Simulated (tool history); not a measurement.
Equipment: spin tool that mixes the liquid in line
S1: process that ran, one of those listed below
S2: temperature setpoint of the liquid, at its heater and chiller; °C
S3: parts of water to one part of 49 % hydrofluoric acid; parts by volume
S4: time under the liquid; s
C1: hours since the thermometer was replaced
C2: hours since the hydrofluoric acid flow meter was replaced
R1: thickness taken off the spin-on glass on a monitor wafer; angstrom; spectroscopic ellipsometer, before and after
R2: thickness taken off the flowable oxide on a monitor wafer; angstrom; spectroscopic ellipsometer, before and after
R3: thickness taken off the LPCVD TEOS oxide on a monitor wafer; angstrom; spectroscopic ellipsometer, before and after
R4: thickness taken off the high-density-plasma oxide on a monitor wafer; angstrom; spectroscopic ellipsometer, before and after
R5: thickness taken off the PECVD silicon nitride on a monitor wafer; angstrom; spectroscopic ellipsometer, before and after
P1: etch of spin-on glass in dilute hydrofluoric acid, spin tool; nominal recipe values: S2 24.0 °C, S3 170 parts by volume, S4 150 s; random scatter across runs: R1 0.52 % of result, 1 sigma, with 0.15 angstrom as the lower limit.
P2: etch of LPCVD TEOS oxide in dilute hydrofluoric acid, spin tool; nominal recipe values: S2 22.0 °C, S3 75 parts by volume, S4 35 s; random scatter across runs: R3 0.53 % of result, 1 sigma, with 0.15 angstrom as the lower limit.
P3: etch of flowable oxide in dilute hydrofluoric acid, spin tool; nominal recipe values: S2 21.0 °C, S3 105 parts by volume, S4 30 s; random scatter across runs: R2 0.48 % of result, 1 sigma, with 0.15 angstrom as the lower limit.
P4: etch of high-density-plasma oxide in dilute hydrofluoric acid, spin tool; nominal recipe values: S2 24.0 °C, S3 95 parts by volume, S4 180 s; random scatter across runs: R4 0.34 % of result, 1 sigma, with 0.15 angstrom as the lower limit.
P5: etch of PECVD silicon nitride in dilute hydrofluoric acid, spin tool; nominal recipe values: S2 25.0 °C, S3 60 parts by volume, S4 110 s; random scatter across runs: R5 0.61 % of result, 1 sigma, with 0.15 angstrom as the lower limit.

{"run": 1, "hour": 4.3, "S1": "P1", "S2": 24.0, "S3": 170, "S4": 150, "C1": 1389.7, "C2": 275.0, "R1": 283.95}
{"run": 2, "hour": 11.8, "S1": "P1", "S2": 27.5, "S3": 170, "S4": 150, "C1": 1397.2, "C2": 282.5, "R1": 327.17}
{"run": 3, "hour": 17.7, "S1": "P3", "S2": 21.0, "S3": 65, "S4": 30, "C1": 1403.1, "C2": 288.4, "R2": 220.57}
{"run": 4, "hour": 25.5, "S1": "P2", "S2": 22.0, "S3": 75, "S4": 15, "C1": 1410.9, "C2": 296.2, "R3": 58.057}
{"run": 5, "hour": 33.0, "S1": "P4", "S2": 31.0, "S3": 95, "S4": 180, "C1": 1418.4, "C2": 303.7, "R4": 226.22}
{"run": 6, "hour": 39.4, "S1": "P1", "S2": 24.0, "S3": 170, "S4": 150, "C1": 1424.8, "C2": 310.1, "R1": 286.18}
{"run": 7, "hour": 43.2, "S1": "P5", "S2": 25.0, "S3": 20, "S4": 110, "C1": 1428.6, "C2": 313.9, "R5": 133.04}
{"run": 8, "hour": 47.9, "S1": "P1", "S2": 17.5, "S3": 170, "S4": 150, "C1": 1433.3, "C2": 318.6, "R1": 221.88}
{"run": 9, "hour": 52.9, "S1": "P1", "S2": 24.0, "S3": 170, "S4": 225, "C1": 1438.3, "C2": 323.6, "R1": 426.1}
{"run": 10, "hour": 58.0, "S1": "P2", "S2": 22.0, "S3": 75, "S4": 35, "C1": 1443.4, "C2": 328.7, "R3": 133.01}
{"run": 11, "hour": 61.7, "S1": "P4", "S2": 24.0, "S3": 95, "S4": 355, "C1": 1447.1, "C2": 332.4, "R4": 340.82}
{"run": 12, "hour": 66.8, "S1": "P5", "S2": 25.0, "S3": 60, "S4": 110, "C1": 1452.2, "C2": 337.5, "R5": 45.795}
{"run": 13, "hour": 73.2, "S1": "P4", "S2": 24.0, "S3": 175, "S4": 180, "C1": 1458.6, "C2": 343.9, "R4": 85.29}
{"run": 14, "hour": 80.9, "S1": "P1", "S2": 24.0, "S3": 170, "S4": 15, "C1": 1466.3, "C2": 351.6, "R1": 28.658}
{"run": 15, "hour": 88.6, "S1": "P1", "S2": 24.0, "S3": 170, "S4": 150, "C1": 1474.0, "C2": 359.3, "R1": 288.32}
{"run": 16, "hour": 94.8, "S1": "P1", "S2": 24.0, "S3": 170, "S4": 150, "C1": 1480.2, "C2": 365.5, "R1": 288.04}
{"run": 17, "hour": 101.5, "S1": "P5", "S2": 32.0, "S3": 60, "S4": 110, "C1": 1486.9, "C2": 372.2, "R5": 72.072}
{"hour": 103.5, "done": "hydrofluoric acid flow meter replaced"}
{"run": 18, "hour": 105.6, "S1": "P3", "S2": 21.0, "S3": 105, "S4": 15, "C1": 1491.0, "C2": 2.2, "R2": 65.339}
{"run": 19, "hour": 111.6, "S1": "P3", "S2": 21.0, "S3": 105, "S4": 30, "C1": 1497.0, "C2": 8.2, "R2": 130.65}
{"run": 20, "hour": 119.6, "S1": "P1", "S2": 29.0, "S3": 170, "S4": 275, "C1": 1505.0, "C2": 16.2, "R1": 636.41}
{"run": 21, "hour": 126.0, "S1": "P2", "S2": 22.0, "S3": 20, "S4": 35, "C1": 1511.4, "C2": 22.6, "R3": 536.97}
{"run": 22, "hour": 133.9, "S1": "P1", "S2": 24.0, "S3": 170, "S4": 150, "C1": 1519.3, "C2": 30.5, "R1": 287.17}
{"run": 23, "hour": 139.2, "S1": "P4", "S2": 24.0, "S3": 95, "S4": 180, "C1": 1524.6, "C2": 35.8, "R4": 172.51}
{"run": 24, "hour": 145.1, "S1": "P1", "S2": 24.0, "S3": 170, "S4": 150, "C1": 1530.5, "C2": 41.7, "R1": 287.46}
{"run": 25, "hour": 151.9, "S1": "P5", "S2": 25.0, "S3": 60, "S4": 20, "C1": 1537.3, "C2": 48.5, "R5": 8.5183}
{"run": 26, "hour": 158.0, "S1": "P1", "S2": 24.0, "S3": 55, "S4": 150, "C1": 1543.4, "C2": 54.6, "R1": 1016.0}
{"run": 27, "hour": 163.0, "S1": "P3", "S2": 27.5, "S3": 105, "S4": 30, "C1": 1548.4, "C2": 59.6, "R2": 170.64}
{"run": 28, "hour": 169.9, "S1": "P2", "S2": 30.0, "S3": 75, "S4": 35, "C1": 1555.3, "C2": 66.5, "R3": 184.83}
{"run": 29, "hour": 176.1, "S1": "P1", "S2": 24.0, "S3": 285, "S4": 150, "C1": 1561.5, "C2": 72.7, "R1": 151.48}
{"run": 30, "hour": 182.8, "S1": "P4", "S2": 24.0, "S3": 95, "S4": 180, "C1": 1568.2, "C2": 79.4, "R4": 172.53}
{"run": 31, "hour": 189.2, "S1": "P1", "S2": 24.0, "S3": 170, "S4": 150, "C1": 1574.6, "C2": 85.8, "R1": 284.88}
{"run": 32, "hour": 197.2, "S1": "P1", "S2": 24.0, "S3": 170, "S4": 150, "C1": 1582.6, "C2": 93.8, "R1": 285.2}
{"run": 33, "hour": 203.9, "S1": "P1", "S2": 24.0, "S3": 170, "S4": 150, "C1": 1589.3, "C2": 100.5, "R1": 278.95}
{"run": 34, "hour": 210.2, "S1": "P1", "S2": 24.0, "S3": 170, "S4": 150, "C1": 1595.6, "C2": 106.8, "R1": 275.64}
{"run": 35, "hour": 216.7, "S1": "P1", "S2": 24.0, "S3": 170, "S4": 150, "C1": 1602.1, "C2": 113.3, "R1": 273.57}
{"run": 36, "hour": 221.9, "S1": "P1", "S2": 24.0, "S3": 170, "S4": 150, "C1": 1607.3, "C2": 118.5, "R1": 273.82}
{"run": 37, "hour": 229.8, "S1": "P1", "S2": 24.0, "S3": 170, "S4": 150, "C1": 1615.2, "C2": 126.4, "R1": 271.02}
{"run": 38, "hour": 235.9, "S1": "P1", "S2": 24.0, "S3": 170, "S4": 150, "C1": 1621.3, "C2": 132.5, "R1": 267.03}
{"run": 39, "hour": 241.4, "S1": "P1", "S2": 24.0, "S3": 170, "S4": 150, "C1": 1626.8, "C2": 138.0, "R1": 269.17}
{"run": 40, "hour": 245.2, "S1": "P1", "S2": 24.0, "S3": 170, "S4": 150, "C1": 1630.6, "C2": 141.8, "R1": 269.86}

The output of P1 has drifted from where it used to be. Each of the 2 causes below, taken at the size shown beside it, accounts for the log equally well:
A: hydrofluoric acid flow below the setpoint (%) = 4.73
B: liquid colder than its thermometer reads (K) = 1.53
The process output started creeping at around hour 197.2.

Consider the 4 check runs below, whose results appear as question marks and each of which averages 3 wafers. Which one distinguishes the causes, in that each cause would give it a clearly different result?
{"run": "check 1", "hour": 249.0, "S1": "P4", "S2": 24.0, "S3": 170, "S4": 345, "R4": "?"}
{"run": "check 2", "hour": 249.0, "S1": "P2", "S2": 28.0, "S3": 75, "S4": 15, "R3": "?"}
{"run": "check 3", "hour": 249.0, "S1": "P5", "S2": 30.5, "S3": 60, "S4": 25, "R5": "?"}
{"run": "check 4", "hour": 249.0, "S1": "P3", "S2": 27.0, "S3": 105, "S4": 15, "R2": "?"}

Predicted outcomes, by check and by cause:
check=check_1 result=R4 if_A=160.16 if_B=160.10
check=check_2 result=R3 if_A=69.276 if_B=68.830
check=check_3 result=R5 if_A=14.1790 if_B=13.4870
check=check_4 result=R2 if_A=78.681 if_B=78.371
How far apart the two closest causes lie, in the result that separates them most: check 1 0.03 %; check 2 0.64 %; check 3 5 %; check 4 0.39 %
Only in check 3 would the causes give clearly different results; in the remaining checks their results would be nearly the same.

Running check 3 produced the following: R5 14.2670 angstrom. Which one of the listed causes fits?

Of the candidate causes, it is A: hydrofluoric acid flow below the setpoint (%).
